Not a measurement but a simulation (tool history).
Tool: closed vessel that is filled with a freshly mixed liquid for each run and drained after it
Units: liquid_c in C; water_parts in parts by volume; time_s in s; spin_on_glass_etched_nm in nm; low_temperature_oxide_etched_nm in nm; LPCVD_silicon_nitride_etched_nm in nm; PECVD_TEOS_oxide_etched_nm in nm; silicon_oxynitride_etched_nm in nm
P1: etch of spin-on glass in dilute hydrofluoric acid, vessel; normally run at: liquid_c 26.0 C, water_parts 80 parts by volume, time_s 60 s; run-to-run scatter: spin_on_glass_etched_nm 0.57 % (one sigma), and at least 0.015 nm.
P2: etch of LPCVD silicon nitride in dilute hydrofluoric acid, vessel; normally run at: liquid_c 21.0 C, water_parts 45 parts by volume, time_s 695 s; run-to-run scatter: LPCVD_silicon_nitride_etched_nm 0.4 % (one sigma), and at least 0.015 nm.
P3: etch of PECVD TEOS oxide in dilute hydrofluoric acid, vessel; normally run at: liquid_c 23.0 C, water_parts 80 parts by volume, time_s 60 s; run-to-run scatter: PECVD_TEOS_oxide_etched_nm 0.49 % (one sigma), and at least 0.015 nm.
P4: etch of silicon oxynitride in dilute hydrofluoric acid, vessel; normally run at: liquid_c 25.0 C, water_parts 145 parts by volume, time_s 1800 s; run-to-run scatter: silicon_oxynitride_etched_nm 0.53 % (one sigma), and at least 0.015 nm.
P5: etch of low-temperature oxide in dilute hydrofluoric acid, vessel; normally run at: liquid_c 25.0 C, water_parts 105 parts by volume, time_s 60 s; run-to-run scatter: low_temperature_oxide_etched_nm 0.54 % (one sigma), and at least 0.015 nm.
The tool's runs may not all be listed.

run	hour	process	liquid_c	water_parts	time_s	spin_on_glass_etched_nm	low_temperature_oxide_etched_nm	LPCVD_silicon_nitride_etched_nm	PECVD_TEOS_oxide_etched_nm	silicon_oxynitride_etched_nm
1	4.4	P1	26.0	80	60	25.503				
2	11.0	P5	25.0	105	60		8.3284			
3	20.1	P1	26.0	80	60	25.756				
4	26.1	P2	21.0	45	695			6.3739		
5	33.9	P1	26.0	20	60	110.310				
6	38.4	P3	23.0	120	60				3.9272	
7	46.1	P1	26.0	80	60	25.492				
8	51.9	P2	21.0	20	695			14.0150		
9	59.6	P4	25.0	145	3310					64.620
10	66.0	P1	33.5	80	100	56.431				
11	73.8	P1	19.0	80	60	19.039				
12	79.4	P1	26.0	80	105	44.313				
13	87.5	P5	21.0	105	60		7.1345			
14	95.0	P2	21.0	45	1310			11.9520		
15	101.7	P1	26.0	80	30	12.705				
16	109.9	P4	25.0	145	1800					35.195
17	117.7	P4	20.0	145	1800					28.097
18	124.6	P3	23.0	80	100				10.3760	
19	130.0	P5	25.0	175	60		4.5818			
20	137.0	P1	26.0	80	60	25.621				
21	145.7	P1	26.0	140	60	13.337				
22	153.7	P1	30.0	80	60	29.892				
23	161.3	P3	23.0	80	60				6.1736	
24	169.4	P3	23.0	80	60				6.2040	
25	175.3	P1	26.0	40	30	27.046				
26	182.2	P2	28.0	45	695			10.1930		
27	190.8	P5	25.0	105	30		4.1301			
28	198.1	P4	25.0	260	1800					17.980
29	204.4	P1	26.0	80	60	25.584				
30	208.9	P3	30.5	80	60				8.2440	
31	214.1	P1	26.0	80	60	25.481				
32	223.2	P1	26.0	80	60	24.675				
33	231.1	P1	26.0	80	60	24.308				
34	236.6	P1	26.0	80	60	23.593				
35	243.6	P1	26.0	80	60	23.551				
36	248.9	P1	26.0	80	60	23.699				
37	253.1	P1	26.0	80	60	23.360				
38	260.7	P1	26.0	80	60	23.257				

Run 39 comes next. What will it give?
39	268.9	P1	26.0	80	60	?				

{"run 39": {"spin_on_glass_etched_nm": 23.371}}
